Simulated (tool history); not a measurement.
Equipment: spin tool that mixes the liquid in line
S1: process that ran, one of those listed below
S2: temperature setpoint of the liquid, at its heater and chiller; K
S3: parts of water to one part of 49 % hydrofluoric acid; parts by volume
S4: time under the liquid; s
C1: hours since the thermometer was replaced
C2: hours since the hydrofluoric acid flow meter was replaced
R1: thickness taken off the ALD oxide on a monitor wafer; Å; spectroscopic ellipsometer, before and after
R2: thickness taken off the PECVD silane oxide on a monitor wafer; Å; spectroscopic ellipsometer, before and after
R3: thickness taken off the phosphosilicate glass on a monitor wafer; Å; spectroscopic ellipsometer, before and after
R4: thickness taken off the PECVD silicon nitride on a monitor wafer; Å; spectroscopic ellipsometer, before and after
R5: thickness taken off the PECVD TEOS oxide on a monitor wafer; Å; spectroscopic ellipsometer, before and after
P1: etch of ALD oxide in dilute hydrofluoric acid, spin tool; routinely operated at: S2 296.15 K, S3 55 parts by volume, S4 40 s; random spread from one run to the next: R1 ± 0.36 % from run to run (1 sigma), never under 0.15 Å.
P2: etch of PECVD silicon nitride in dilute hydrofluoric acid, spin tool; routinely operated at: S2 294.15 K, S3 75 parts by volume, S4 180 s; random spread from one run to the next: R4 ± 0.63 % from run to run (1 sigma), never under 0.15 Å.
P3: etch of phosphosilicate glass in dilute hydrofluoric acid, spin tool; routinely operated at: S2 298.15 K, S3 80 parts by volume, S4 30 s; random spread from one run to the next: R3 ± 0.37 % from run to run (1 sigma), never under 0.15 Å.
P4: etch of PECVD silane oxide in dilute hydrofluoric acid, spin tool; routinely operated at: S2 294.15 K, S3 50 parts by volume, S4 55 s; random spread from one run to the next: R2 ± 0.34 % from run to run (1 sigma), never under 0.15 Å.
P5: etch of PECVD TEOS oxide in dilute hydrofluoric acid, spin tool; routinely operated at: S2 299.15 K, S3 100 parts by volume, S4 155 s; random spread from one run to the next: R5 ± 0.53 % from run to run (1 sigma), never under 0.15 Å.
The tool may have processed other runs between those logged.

run 1 day=0.442 | S1=P1 S2=296.15 S3=55 S4=40 | C1=723.6 C2=165.9 | R1=108.490
run 2 day=0.838 | S1=P4 S2=294.15 S3=50 S4=15 | C1=733.1 C2=175.4 | R2=81.615
run 3 day=1.429 | S1=P3 S2=298.15 S3=80 S4=15 | C1=747.3 C2=189.6 | R3=221.92
run 4 day=2.000 | S1=P1 S2=296.15 S3=95 S4=40 | C1=761.0 C2=203.3 | R1=59.523
run 5 day=2.396 | S1=P2 S2=294.15 S3=75 S4=180 | C1=770.5 C2=212.8 | R4=37.2570
run 6 day=2.850 | S1=P1 S2=296.15 S3=55 S4=40 | C1=781.4 C2=223.7 | R1=108.070
run 7 day=3.308 | S1=P1 S2=296.15 S3=55 S4=40 | C1=792.4 C2=234.7 | R1=108.620
run 8 day=3.888 | S1=P1 S2=290.65 S3=55 S4=15 | C1=806.3 C2=248.6 | R1=32.263
run 9 day=4.521 | S1=P2 S2=290.15 S3=75 S4=180 | C1=821.5 C2=263.8 | R4=27.7130
run 10 day=4.846 | S1=P1 S2=291.65 S3=55 S4=40 | C1=829.3 C2=271.6 | R1=89.936
run 11 day=5.246 | S1=P3 S2=298.15 S3=110 S4=30 | C1=838.9 C2=281.2 | R3=312.39
run 12 day=5.642 | S1=P1 S2=290.15 S3=20 S4=40 | C1=848.4 C2=290.7 | R1=239.120
run 13 day=6.275 | S1=P1 S2=302.65 S3=55 S4=40 | C1=863.6 C2=305.9 | R1=140.530
run 14 day=6.883 | S1=P5 S2=291.15 S3=100 S4=155 | C1=878.2 C2=320.5 | R5=172.070
run 15 day=7.167 | S1=P1 S2=296.15 S3=55 S4=40 | C1=885.0 C2=327.3 | R1=109.230
-- day=7.471 hydrofluoric acid flow meter replaced
run 16 day=7.638 | S1=P3 S2=290.15 S3=80 S4=30 | C1=896.3 C2=4.1 | R3=320.84
run 17 day=8.212 | S1=P5 S2=299.15 S3=100 S4=60 | C1=910.1 C2=17.9 | R5=91.433
run 18 day=8.554 | S1=P1 S2=301.65 S3=100 S4=40 | C1=918.3 C2=26.1 | R1=70.101
run 19 day=9.100 | S1=P1 S2=296.15 S3=20 S4=40 | C1=931.4 C2=39.2 | R1=311.870
run 20 day=9.683 | S1=P1 S2=296.15 S3=55 S4=40 | C1=945.4 C2=53.2 | R1=108.510
run 21 day=9.992 | S1=P4 S2=290.15 S3=50 S4=55 | C1=952.8 C2=60.6 | R2=252.680
run 22 day=10.379 | S1=P1 S2=296.15 S3=55 S4=65 | C1=962.1 C2=69.9 | R1=176.150
run 23 day=10.771 | S1=P5 S2=299.15 S3=100 S4=155 | C1=971.5 C2=79.3 | R5=232.880
run 24 day=11.367 | S1=P4 S2=294.15 S3=80 S4=55 | C1=985.8 C2=93.6 | R2=181.410
run 25 day=12.000 | S1=P5 S2=299.15 S3=100 S4=155 | C1=1001.0 C2=108.8 | R5=238.680
run 26 day=12.554 | S1=P3 S2=298.15 S3=80 S4=30 | C1=1014.3 C2=122.1 | R3=439.32
run 27 day=13.104 | S1=P2 S2=294.15 S3=75 S4=25 | C1=1027.5 C2=135.3 | R4=5.2306
run 28 day=13.408 | S1=P1 S2=296.15 S3=55 S4=15 | C1=1034.8 C2=142.6 | R1=40.558
run 29 day=13.800 | S1=P1 S2=296.15 S3=55 S4=40 | C1=1044.2 C2=152.0 | R1=108.910
run 30 day=14.188 | S1=P4 S2=294.15 S3=50 S4=55 | C1=1053.5 C2=161.3 | R2=301.700
run 31 day=14.592 | S1=P1 S2=296.15 S3=55 S4=40 | C1=1063.2 C2=171.0 | R1=107.740
run 32 day=15.075 | S1=P5 S2=299.15 S3=160 S4=155 | C1=1074.8 C2=182.6 | R5=137.340
run 33 day=15.521 | S1=P2 S2=294.15 S3=75 S4=180 | C1=1085.5 C2=193.3 | R4=36.7590
run 34 day=15.838 | S1=P2 S2=294.15 S3=140 S4=180 | C1=1093.1 C2=200.9 | R4=20.1550
run 35 day=16.392 | S1=P3 S2=298.15 S3=80 S4=30 | C1=1106.4 C2=214.2 | R3=444.43
run 36 day=16.733 | S1=P1 S2=296.15 S3=55 S4=40 | C1=1114.6 C2=222.4 | R1=108.040
run 37 day=17.258 | S1=P1 S2=296.15 S3=55 S4=40 | C1=1127.2 C2=235.0 | R1=104.670
run 38 day=17.679 | S1=P1 S2=296.15 S3=55 S4=40 | C1=1137.3 C2=245.1 | R1=104.260
run 39 day=18.196 | S1=P1 S2=296.15 S3=55 S4=40 | C1=1149.7 C2=257.5 | R1=101.410
run 40 day=18.821 | S1=P1 S2=296.15 S3=55 S4=40 | C1=1164.7 C2=272.5 | R1=101.770
run 41 day=19.158 | S1=P1 S2=296.15 S3=55 S4=40 | C1=1172.8 C2=280.6 | R1=100.720
run 42 day=19.600 | S1=P1 S2=296.15 S3=55 S4=40 | C1=1183.4 C2=291.2 | R1=100.140
run 43 day=20.208 | S1=P1 S2=296.15 S3=55 S4=40 | C1=1198.0 C2=305.8 | R1=99.802
run 44 day=20.708 | S1=P1 S2=296.15 S3=55 S4=40 | C1=1210.0 C2=317.8 | R1=100.510
run 45 day=21.233 | S1=P1 S2=296.15 S3=55 S4=40 | C1=1222.6 C2=330.4 | R1=99.537

Compared with where it was, what P1 gives has crept away. Each cause listed below fits the log as well as the rest, at the size given for it:
A: liquid colder than its thermometer reads (K) = 1.95
B: hydrofluoric acid flow below the setpoint (%) = 7.28
At approximately day 16.733, the process output began to creep.

Each of the check runs listed below is run on 3 wafers and reports their average, with the results left as question marks. Pick the one under which the possible causes would lead to clearly different results.
run check 1 day=21.758 | S1=P5 S2=291.65 S3=100 S4=155 | R5=?
run check 2 day=21.758 | S1=P4 S2=294.15 S3=80 S4=55 | R2=?
run check 3 day=21.758 | S1=P3 S2=290.15 S3=80 S4=15 | R3=?
run check 4 day=21.758 | S1=P2 S2=290.15 S3=140 S4=180 | R4=?

What every check run would give for each of its results, assuming each possible cause in turn:
check=check_1 result=R5 if_A=160.580 if_B=160.250
check=check_2 result=R2 if_A=166.640 if_B=166.340
check=check_3 result=R3 if_A=146.49 if_B=146.73
check=check_4 result=R4 if_A=13.3970 if_B=14.2600
How far apart the two closest causes lie, in the result that separates them most: check 1 0.21 %; check 2 0.18 %; check 3 0.17 %; check 4 6.24 %
Check 4 distinguishes between the causes, while the remaining checks would return nearly the same result for all of them.

Then check 4 was run and gave: R4 13.2870 Å. Which cause is it?

It was cause A: liquid colder than its thermometer reads (K).
